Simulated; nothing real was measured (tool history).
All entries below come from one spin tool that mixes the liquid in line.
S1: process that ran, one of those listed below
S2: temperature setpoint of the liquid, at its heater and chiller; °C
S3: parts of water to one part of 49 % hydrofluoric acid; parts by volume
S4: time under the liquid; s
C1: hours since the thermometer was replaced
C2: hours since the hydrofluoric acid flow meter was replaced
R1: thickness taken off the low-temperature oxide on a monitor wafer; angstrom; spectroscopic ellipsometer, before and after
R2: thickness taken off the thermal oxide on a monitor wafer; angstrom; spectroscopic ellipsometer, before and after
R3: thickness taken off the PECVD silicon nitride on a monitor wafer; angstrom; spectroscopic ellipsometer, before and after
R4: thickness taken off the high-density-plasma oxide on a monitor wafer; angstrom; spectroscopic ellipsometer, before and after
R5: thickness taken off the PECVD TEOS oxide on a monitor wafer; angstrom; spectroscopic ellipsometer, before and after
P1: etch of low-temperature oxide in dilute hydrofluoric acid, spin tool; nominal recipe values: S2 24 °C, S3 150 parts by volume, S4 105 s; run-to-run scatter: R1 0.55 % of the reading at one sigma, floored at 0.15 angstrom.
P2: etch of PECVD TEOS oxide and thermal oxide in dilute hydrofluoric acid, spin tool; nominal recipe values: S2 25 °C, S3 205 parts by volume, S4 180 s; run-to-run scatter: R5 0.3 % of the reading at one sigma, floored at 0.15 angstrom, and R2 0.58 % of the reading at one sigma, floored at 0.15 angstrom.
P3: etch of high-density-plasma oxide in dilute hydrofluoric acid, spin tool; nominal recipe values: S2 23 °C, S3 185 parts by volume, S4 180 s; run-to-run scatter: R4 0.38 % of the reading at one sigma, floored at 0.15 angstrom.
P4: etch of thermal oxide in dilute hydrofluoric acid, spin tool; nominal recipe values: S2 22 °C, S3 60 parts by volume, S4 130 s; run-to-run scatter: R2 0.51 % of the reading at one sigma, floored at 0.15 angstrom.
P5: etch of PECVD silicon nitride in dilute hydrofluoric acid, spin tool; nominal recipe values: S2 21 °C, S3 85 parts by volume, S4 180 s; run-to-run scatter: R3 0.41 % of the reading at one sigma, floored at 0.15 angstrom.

{"run": 1, "hour": 11.9, "S1": "P1", "S2": 24, "S3": 150, "S4": 105, "C1": 984.3, "C2": 1449.7, "R1": 235.59}
{"run": 2, "hour": 20.2, "S1": "P4", "S2": 22, "S3": 60, "S4": 220, "C1": 992.6, "C2": 1458, "R2": 162.73}
{"run": 3, "hour": 32.1, "S1": "P4", "S2": 17, "S3": 60, "S4": 130, "C1": 1004.5, "C2": 1469.9, "R2": 78.075}
{"run": 4, "hour": 43.5, "S1": "P1", "S2": 24, "S3": 150, "S4": 105, "C1": 1015.9, "C2": 1481.3, "R1": 233.3}
{"run": 5, "hour": 57.6, "S1": "P5", "S2": 21, "S3": 20, "S4": 180, "C1": 1030, "C2": 1495.4, "R3": 235.6}
{"run": 6, "hour": 68.1, "S1": "P1", "S2": 24, "S3": 270, "S4": 105, "C1": 1040.5, "C2": 1505.9, "R1": 114.72}
{"run": 7, "hour": 81.2, "S1": "P3", "S2": 23, "S3": 185, "S4": 180, "C1": 1053.6, "C2": 1519, "R4": 66.11}
{"run": 8, "hour": 91.2, "S1": "P3", "S2": 23, "S3": 260, "S4": 180, "C1": 1063.6, "C2": 1529, "R4": 43.562}
{"hour": 100.7, "done": "thermometer replaced"}
{"run": 9, "hour": 101.9, "S1": "P5", "S2": 21, "S3": 85, "S4": 180, "C1": 1.2, "C2": 1539.7, "R3": 57.675}
{"run": 10, "hour": 116.1, "S1": "P5", "S2": 21, "S3": 85, "S4": 15, "C1": 15.4, "C2": 1553.9, "R3": 5.0652}
{"run": 11, "hour": 131.3, "S1": "P3", "S2": 23, "S3": 185, "S4": 15, "C1": 30.6, "C2": 1569.1, "R4": 5.7099}
{"run": 12, "hour": 142.0, "S1": "P2", "S2": 25, "S3": 365, "S4": 180, "C1": 41.3, "C2": 1579.8, "R2": 18.76, "R5": 64.625}
{"run": 13, "hour": 150.4, "S1": "P2", "S2": 29, "S3": 205, "S4": 180, "C1": 49.7, "C2": 1588.2, "R2": 46.053, "R5": 155.72}
{"run": 14, "hour": 161.7, "S1": "P1", "S2": 29.5, "S3": 150, "S4": 105, "C1": 61, "C2": 1599.5, "R1": 288.27}
{"run": 15, "hour": 173.6, "S1": "P1", "S2": 24, "S3": 150, "S4": 40, "C1": 72.9, "C2": 1611.4, "R1": 89.703}
{"run": 16, "hour": 186.9, "S1": "P3", "S2": 27.5, "S3": 185, "S4": 180, "C1": 86.2, "C2": 1624.7, "R4": 78.384}
{"run": 17, "hour": 199.8, "S1": "P5", "S2": 17, "S3": 85, "S4": 180, "C1": 99.1, "C2": 1637.6, "R3": 44.035}
{"run": 18, "hour": 208.8, "S1": "P1", "S2": 24, "S3": 150, "S4": 105, "C1": 108.1, "C2": 1646.6, "R1": 238.17}
{"run": 19, "hour": 219.3, "S1": "P1", "S2": 19, "S3": 150, "S4": 105, "C1": 118.6, "C2": 1657.1, "R1": 193.65}
{"run": 20, "hour": 232.4, "S1": "P3", "S2": 23, "S3": 185, "S4": 180, "C1": 131.7, "C2": 1670.2, "R4": 66.478}
{"run": 21, "hour": 243.3, "S1": "P1", "S2": 17, "S3": 150, "S4": 145, "C1": 142.6, "C2": 1681.1, "R1": 244.52}
{"run": 22, "hour": 258.1, "S1": "P4", "S2": 22, "S3": 35, "S4": 130, "C1": 157.4, "C2": 1695.9, "R2": 170.25}
{"run": 23, "hour": 266.9, "S1": "P1", "S2": 24, "S3": 85, "S4": 105, "C1": 166.2, "C2": 1704.7, "R1": 449.83}
{"run": 24, "hour": 279.0, "S1": "P1", "S2": 31, "S3": 85, "S4": 105, "C1": 178.3, "C2": 1716.8, "R1": 595.78}
{"run": 25, "hour": 292.2, "S1": "P1", "S2": 24, "S3": 45, "S4": 205, "C1": 191.5, "C2": 1730, "R1": 1753.4}
{"run": 26, "hour": 304.7, "S1": "P1", "S2": 24, "S3": 150, "S4": 105, "C1": 204, "C2": 1742.5, "R1": 234.83}
{"run": 27, "hour": 318.8, "S1": "P1", "S2": 24, "S3": 150, "S4": 105, "C1": 218.1, "C2": 1756.6, "R1": 235.36}
{"run": 28, "hour": 333.4, "S1": "P4", "S2": 22, "S3": 60, "S4": 130, "C1": 232.7, "C2": 1771.2, "R2": 95.581}
{"run": 29, "hour": 346.6, "S1": "P2", "S2": 25, "S3": 205, "S4": 90, "C1": 245.9, "C2": 1784.4, "R2": 20.146, "R5": 67.446}
{"run": 30, "hour": 360.0, "S1": "P1", "S2": 24, "S3": 150, "S4": 105, "C1": 259.3, "C2": 1797.8, "R1": 235.64}
{"run": 31, "hour": 370.8, "S1": "P5", "S2": 21, "S3": 85, "S4": 180, "C1": 270.1, "C2": 1808.6, "R3": 57.849}
{"run": 32, "hour": 383.2, "S1": "P2", "S2": 25, "S3": 205, "S4": 180, "C1": 282.5, "C2": 1821, "R2": 38.958, "R5": 134.4}
{"run": 33, "hour": 393.2, "S1": "P1", "S2": 24, "S3": 150, "S4": 180, "C1": 292.5, "C2": 1831, "R1": 406}
{"run": 34, "hour": 408.6, "S1": "P1", "S2": 24, "S3": 150, "S4": 105, "C1": 307.9, "C2": 1846.4, "R1": 235.7}
{"run": 35, "hour": 421.7, "S1": "P1", "S2": 24, "S3": 150, "S4": 105, "C1": 321, "C2": 1859.5, "R1": 229.03}
{"run": 36, "hour": 431.3, "S1": "P1", "S2": 24, "S3": 150, "S4": 105, "C1": 330.6, "C2": 1869.1, "R1": 224.42}
{"run": 37, "hour": 441.4, "S1": "P1", "S2": 24, "S3": 150, "S4": 105, "C1": 340.7, "C2": 1879.2, "R1": 226.64}
{"run": 38, "hour": 454.3, "S1": "P1", "S2": 24, "S3": 150, "S4": 105, "C1": 353.6, "C2": 1892.1, "R1": 223.44}
{"run": 39, "hour": 466.3, "S1": "P1", "S2": 24, "S3": 150, "S4": 105, "C1": 365.6, "C2": 1904.1, "R1": 222.46}
{"run": 40, "hour": 475.1, "S1": "P1", "S2": 24, "S3": 150, "S4": 105, "C1": 374.4, "C2": 1912.9, "R1": 219.66}
{"run": 41, "hour": 489.8, "S1": "P1", "S2": 24, "S3": 150, "S4": 105, "C1": 389.1, "C2": 1927.6, "R1": 218.35}
{"run": 42, "hour": 505.1, "S1": "P1", "S2": 24, "S3": 150, "S4": 105, "C1": 404.4, "C2": 1942.9, "R1": 219.14}

The log shows P1 creeping away from where it was. Any of the 2 causes listed here, at the size stated for it, fits the log just as well as the others:
A: hydrofluoric acid flow below the setpoint (%) = 5.79
B: liquid colder than its thermometer reads (K) = 1.82
The onset of the drift is placed at about hour 408.6.

Of the 4 check runs listed below, each run on one wafer and each result written as a question mark, which would let you distinguish the listed causes because they would give clearly different results?
{"run": "check 1", "hour": 520.4, "S1": "P4", "S2": 22, "S3": 60, "S4": 130, "R2": "?"}
{"run": "check 2", "hour": 520.4, "S1": "P5", "S2": 21, "S3": 85, "S4": 180, "R3": "?"}
{"run": "check 3", "hour": 520.4, "S1": "P3", "S2": 23, "S3": 185, "S4": 180, "R4": "?"}
{"run": "check 4", "hour": 520.4, "S1": "P2", "S2": 25, "S3": 205, "S4": 180, "R2": "?", "R5": "?"}

If the cause were each of the candidates in turn, the checks would give the following:
check=check_1 result=R2 if_A=90.389 if_B=89.327
check=check_2 result=R3 if_A=54.646 if_B=51.144
check=check_3 result=R4 if_A=61.765 if_B=61.912
check=check_4 result=R2 if_A=36.749 if_B=36.983
check=check_4 result=R5 if_A=125.45 if_B=126.24
Gap, in per cent, between the two causes that each check separates least, read from the result that separates them most: check 1 1.18 %; check 2 6.62 %; check 3 0.24 %; check 4 0.64 %
The other checks would show nearly matching results whichever cause is true, so check 2 is the only one that separates the causes.

Running check 2 produced the following: R3 54.432 angstrom. Which one of the listed causes fits?

The correct cause is A, namely: hydrofluoric acid flow below the setpoint (%).

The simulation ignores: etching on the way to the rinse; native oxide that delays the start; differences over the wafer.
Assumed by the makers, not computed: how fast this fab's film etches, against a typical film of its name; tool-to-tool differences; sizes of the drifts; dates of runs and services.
